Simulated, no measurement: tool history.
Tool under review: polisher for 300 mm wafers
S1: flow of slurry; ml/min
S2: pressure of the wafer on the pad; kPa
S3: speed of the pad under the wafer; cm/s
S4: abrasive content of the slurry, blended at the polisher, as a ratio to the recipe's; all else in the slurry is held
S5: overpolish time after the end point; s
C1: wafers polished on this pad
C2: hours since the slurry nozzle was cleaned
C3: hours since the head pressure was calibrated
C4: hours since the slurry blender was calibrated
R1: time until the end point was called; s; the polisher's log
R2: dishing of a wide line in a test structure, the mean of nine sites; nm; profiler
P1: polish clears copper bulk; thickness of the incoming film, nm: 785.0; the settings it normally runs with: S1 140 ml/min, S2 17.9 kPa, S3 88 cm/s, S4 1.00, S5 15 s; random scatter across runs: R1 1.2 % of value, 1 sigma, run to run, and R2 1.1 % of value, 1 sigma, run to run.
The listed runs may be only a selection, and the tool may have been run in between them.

{"run": 1, "day": 0.204, "S1": 140, "S2": 17.9, "S3": 88, "S4": 1.0, "S5": 15, "C1": 271, "C2": 93.4, "C3": 230.7, "C4": 109.0, "R1": 103.69, "R2": 65.575}
{"run": 2, "day": 0.383, "S1": 140, "S2": 17.9, "S3": 116, "S4": 1.0, "S5": 15, "C1": 312, "C2": 97.7, "C3": 235.0, "C4": 113.3, "R1": 78.722, "R2": 77.997}
{"run": 3, "day": 0.529, "S1": 140, "S2": 8.3, "S3": 88, "S4": 1.0, "S5": 15, "C1": 345, "C2": 101.2, "C3": 238.5, "C4": 116.8, "R1": 226.15, "R2": 33.491}
{"run": 4, "day": 0.696, "S1": 140, "S2": 17.9, "S3": 88, "S4": 1.0, "S5": 30, "C1": 383, "C2": 105.2, "C3": 242.5, "C4": 120.8, "R1": 103.86, "R2": 97.593}
{"run": 5, "day": 0.908, "S1": 140, "S2": 26.2, "S3": 88, "S4": 1.0, "S5": 15, "C1": 432, "C2": 110.3, "C3": 247.6, "C4": 125.9, "R1": 70.26, "R2": 88.237}
{"run": 6, "day": 1.125, "S1": 140, "S2": 17.9, "S3": 88, "S4": 1.0, "S5": 15, "C1": 482, "C2": 115.5, "C3": 252.8, "C4": 131.1, "R1": 104.84, "R2": 64.965}
{"run": 7, "day": 1.333, "S1": 140, "S2": 17.9, "S3": 88, "S4": 1.0, "S5": 15, "C1": 530, "C2": 120.5, "C3": 257.8, "C4": 136.1, "R1": 106.59, "R2": 65.262}
{"run": 8, "day": 1.475, "S1": 210, "S2": 17.9, "S3": 88, "S4": 1.0, "S5": 15, "C1": 562, "C2": 123.9, "C3": 261.2, "C4": 139.5, "R1": 97.876, "R2": 67.549}
{"run": 9, "day": 1.667, "S1": 140, "S2": 17.9, "S3": 88, "S4": 1.0, "S5": 15, "C1": 606, "C2": 128.5, "C3": 265.8, "C4": 144.1, "R1": 102.65, "R2": 66.301}
{"run": 10, "day": 1.85, "S1": 140, "S2": 9.7, "S3": 88, "S4": 1.0, "S5": 8, "C1": 649, "C2": 132.9, "C3": 270.2, "C4": 148.5, "R1": 192.15, "R2": 22.693}
{"run": 11, "day": 2.008, "S1": 140, "S2": 25.5, "S3": 88, "S4": 1.0, "S5": 6, "C1": 685, "C2": 136.7, "C3": 274.0, "C4": 152.3, "R1": 74.37, "R2": 43.482}
{"run": 12, "day": 2.188, "S1": 140, "S2": 17.9, "S3": 88, "S4": 0.6, "S5": 15, "C1": 726, "C2": 141.0, "C3": 278.3, "C4": 156.6, "R1": 115.71, "R2": 61.121}
{"run": 13, "day": 2.367, "S1": 85, "S2": 8.3, "S3": 88, "S4": 1.0, "S5": 15, "C1": 767, "C2": 145.3, "C3": 282.6, "C4": 160.9, "R1": 256.6, "R2": 30.341}
{"run": 14, "day": 2.467, "S1": 85, "S2": 17.9, "S3": 88, "S4": 1.0, "S5": 15, "C1": 790, "C2": 147.7, "C3": 285.0, "C4": 163.3, "R1": 118.47, "R2": 60.372}
{"run": 15, "day": 2.646, "S1": 140, "S2": 17.9, "S3": 88, "S4": 1.0, "S5": 15, "C1": 831, "C2": 152.0, "C3": 289.3, "C4": 167.6, "R1": 102.12, "R2": 65.722}
{"run": 16, "day": 2.862, "S1": 140, "S2": 17.9, "S3": 88, "S4": 1.0, "S5": 6, "C1": 881, "C2": 157.2, "C3": 294.5, "C4": 172.8, "R1": 102.01, "R2": 31.639}
{"run": 17, "day": 3.071, "S1": 140, "S2": 17.9, "S3": 50, "S4": 1.0, "S5": 15, "C1": 929, "C2": 162.2, "C3": 299.5, "C4": 177.8, "R1": 186.2, "R2": 42.581}
{"run": 18, "day": 3.258, "S1": 140, "S2": 17.9, "S3": 88, "S4": 1.0, "S5": 15, "C1": 972, "C2": 166.7, "C3": 304.0, "C4": 182.3, "R1": 104.49, "R2": 63.536}
{"run": 19, "day": 3.425, "S1": 140, "S2": 17.9, "S3": 88, "S4": 1.35, "S5": 15, "C1": 1010, "C2": 170.7, "C3": 308.0, "C4": 186.3, "R1": 98.497, "R2": 67.825}
{"run": 20, "day": 3.546, "S1": 140, "S2": 17.9, "S3": 88, "S4": 1.0, "S5": 15, "C1": 1038, "C2": 173.6, "C3": 310.9, "C4": 189.2, "R1": 103.51, "R2": 64.338}
{"run": 21, "day": 3.683, "S1": 140, "S2": 17.9, "S3": 88, "S4": 1.0, "S5": 15, "C1": 1070, "C2": 176.9, "C3": 314.2, "C4": 192.5, "R1": 107.66, "R2": 62.977}
{"run": 22, "day": 3.833, "S1": 140, "S2": 17.9, "S3": 88, "S4": 1.0, "S5": 15, "C1": 1104, "C2": 180.5, "C3": 317.8, "C4": 196.1, "R1": 110.08, "R2": 62.986}
{"day": 3.892, "done": "head pressure recalibrated"}
{"run": 23, "day": 4.033, "S1": 140, "S2": 17.9, "S3": 88, "S4": 1.0, "S5": 15, "C1": 1150, "C2": 185.3, "C3": 3.4, "C4": 200.9, "R1": 114.47, "R2": 60.808}
{"day": 4.133, "done": "slurry blender recalibrated"}
{"run": 24, "day": 4.142, "S1": 140, "S2": 17.9, "S3": 88, "S4": 1.0, "S5": 15, "C1": 1175, "C2": 187.9, "C3": 6.0, "C4": 0.2, "R1": 115.04, "R2": 60.267}

Run 25, settings as shown, results not yet in. Your forecast:
{"run": 25, "day": 4.25, "S1": 140, "S2": 17.9, "S3": 88, "S4": 1.0, "S5": 15, "C1": 1200, "C2": 190.5, "C3": 8.6, "C4": 2.8, "R1": "?", "R2": "?"}

R1: 115.250 s
R2: 60.340 nm
